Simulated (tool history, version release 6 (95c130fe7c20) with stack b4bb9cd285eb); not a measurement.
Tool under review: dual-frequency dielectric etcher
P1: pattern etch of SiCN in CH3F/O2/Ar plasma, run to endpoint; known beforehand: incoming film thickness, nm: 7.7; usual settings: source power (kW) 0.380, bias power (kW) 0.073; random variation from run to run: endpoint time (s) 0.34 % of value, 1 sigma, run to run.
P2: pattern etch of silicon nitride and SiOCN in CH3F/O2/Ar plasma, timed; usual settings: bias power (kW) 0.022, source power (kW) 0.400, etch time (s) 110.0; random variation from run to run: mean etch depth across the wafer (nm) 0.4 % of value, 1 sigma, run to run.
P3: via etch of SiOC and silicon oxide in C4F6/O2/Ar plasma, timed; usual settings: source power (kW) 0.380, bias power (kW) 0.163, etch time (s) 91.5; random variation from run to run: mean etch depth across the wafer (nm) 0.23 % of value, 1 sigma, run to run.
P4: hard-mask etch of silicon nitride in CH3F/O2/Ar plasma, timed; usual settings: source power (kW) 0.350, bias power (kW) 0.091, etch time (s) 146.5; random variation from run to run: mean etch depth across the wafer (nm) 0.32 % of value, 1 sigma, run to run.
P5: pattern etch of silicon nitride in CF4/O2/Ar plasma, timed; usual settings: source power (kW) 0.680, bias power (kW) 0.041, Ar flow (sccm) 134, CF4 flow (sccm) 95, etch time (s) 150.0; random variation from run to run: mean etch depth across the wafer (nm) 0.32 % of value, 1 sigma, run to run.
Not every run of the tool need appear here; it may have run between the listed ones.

run,hour,process that ran,source power (kW),bias power (kW),etch time (s),Ar flow (sccm),CF4 flow (sccm),hours since the last wet clean,hours since the last source power generator calibration,hours since the last bias power generator calibration,endpoint time (s),mean etch depth across the wafer (nm)
1,5.5,P1,0.380,0.073,,,,123.5,1544.8,1132.9,20.777,
2,11.8,P3,0.380,0.203,91.5,,,129.8,1551.1,1139.2,,104.770
3,21.9,P1,0.380,0.056,,,,139.9,1561.2,1149.3,22.834,
4,28.5,P4,0.350,0.091,80.5,,,146.5,1567.8,1155.9,,58.391
5,38.5,P1,0.310,0.101,,,,156.5,1577.8,1165.9,19.973,
6,49.5,P1,0.380,0.073,,,,167.5,1588.8,1176.9,20.810,
7,57.9,P5,0.680,0.041,97.0,134,95,175.9,1597.2,1185.3,,208.450
8,67.8,P2,0.240,0.022,110.0,,,185.8,1607.1,1195.2,,11.848
9,75.8,P1,0.380,0.073,,,,193.8,1615.1,1203.2,20.807,
10,86.8,P5,0.900,0.041,150.0,134,95,204.8,1626.1,1214.2,,411.490
11,94.1,P1,0.460,0.073,,,,212.1,1633.4,1221.5,19.400,
12,101.6,P4,0.220,0.091,146.5,,,219.6,1640.9,1229.0,,89.549
13,107.8,P2,0.400,0.014,110.0,,,225.8,1647.1,1235.2,,11.673
14,115.6,P5,0.680,0.041,150.0,134,95,233.6,1654.9,1243.0,,320.550
15,121.0,P3,0.530,0.163,91.5,,,239.0,1660.3,1248.4,,110.890
16,130.0,P5,0.680,0.041,150.0,134,95,248.0,1669.3,1257.4,,321.840
17,135.1,P2,0.400,0.022,110.0,,,253.1,1674.4,1262.5,,14.033
18,143.1,P1,0.380,0.088,,,,261.1,1682.4,1270.5,19.612,
19,150.8,P1,0.380,0.073,,,,268.8,1690.1,1278.2,20.658,
20,155.9,P1,0.250,0.073,,,,273.9,1695.2,1283.3,24.359,
21,165.9,P1,0.380,0.073,,,,283.9,1705.2,1293.3,20.849,
22,176.0,P5,0.680,0.029,150.0,134,95,294.0,1715.3,1303.4,,284.460
23,184.1,P1,0.380,0.073,,,,302.1,1723.4,1311.5,20.877,
24,192.8,P5,0.680,0.041,150.0,175,95,310.8,1732.1,1320.2,,308.700
25,198.9,P4,0.350,0.091,146.5,,,316.9,1738.2,1326.3,,105.530
26,209.2,P3,0.380,0.163,114.5,,,327.2,1748.5,1336.6,,121.840
27,219.9,P2,0.400,0.022,86.0,,,337.9,1759.2,1347.3,,11.010
28,226.4,P4,0.350,0.091,146.5,,,344.4,1765.7,1353.8,,105.720
29,235.0,P2,0.400,0.022,110.0,,,353.0,1774.3,1362.4,,13.997
30,245.5,P5,0.680,0.041,150.0,134,69,363.5,1784.8,1372.9,,304.150
31,250.7,P4,0.350,0.069,146.5,,,368.7,1790.0,1378.1,,95.829
32,256.2,P1,0.380,0.073,,,,374.2,1795.5,1383.6,20.809,
33,266.7,P3,0.380,0.163,91.5,,,384.7,1806.0,1394.1,,97.329
34,277.7,P1,0.380,0.073,,,,395.7,1817.0,1405.1,20.723,
35,285.4,P1,0.380,0.073,,,,403.4,1824.7,1412.8,20.970,
36,293.9,P1,0.380,0.073,,,,411.9,1833.2,1421.3,21.068,
37,302.8,P1,0.380,0.073,,,,420.8,1842.1,1430.2,21.118,
# hour 309.7: wet clean of the chamber
38,312.0,P1,0.380,0.073,,,,2.4,1851.3,1439.4,21.209,
39,318.9,P1,0.380,0.073,,,,9.3,1858.2,1446.3,21.172,
40,324.2,P1,0.380,0.073,,,,14.6,1863.5,1451.6,21.130,

What P1 gives has crept away from where it was. These 2 causes fit the log equally well, each at the size given:
A: source power that arrives under what is set, % = 4.38
B: bias power that arrives under what is set, % = 4.63
The creep began at about hour 277.7.
Excluded causes, each with its reason:
chamber walls in a state that lowers the etch rate, %: its service at hour 309.7 followed the start of the drift and did not put the process back to its old value

Each of the 4 check runs below uses one wafer; its results are left as question marks. Which run tells the causes apart?
check 1,329.5,P5,0.680,0.031,150.0,134,95,,,,,?
check 2,329.5,P2,0.250,0.022,110.0,,,,,,,?
check 3,329.5,P4,0.350,0.091,96.5,,,,,,,?
check 4,329.5,P3,0.490,0.202,91.5,,,,,,,?

What every check run would give for each of its results, assuming each possible cause in turn:
check,result,if A,if B
check 1,mean etch depth across the wafer (nm),279.900,286.520
check 2,mean etch depth across the wafer (nm),11.798,11.724
check 3,mean etch depth across the wafer (nm),68.788,68.754
check 4,mean etch depth across the wafer (nm),113.110,113.330
Distance between the nearest two causes, measured in the result of the check that separates them most: check 1 2.34 %; check 2 0.63 %; check 3 0.05 %; check 4 0.2 %
Only in check 1 would the causes give clearly different results; in the remaining checks their results would be nearly the same.

Check 1 has now been run. It gave: mean etch depth across the wafer (nm) 280.020. Which of the candidate causes is it?

It was cause A: source power that arrives under what is set, %.

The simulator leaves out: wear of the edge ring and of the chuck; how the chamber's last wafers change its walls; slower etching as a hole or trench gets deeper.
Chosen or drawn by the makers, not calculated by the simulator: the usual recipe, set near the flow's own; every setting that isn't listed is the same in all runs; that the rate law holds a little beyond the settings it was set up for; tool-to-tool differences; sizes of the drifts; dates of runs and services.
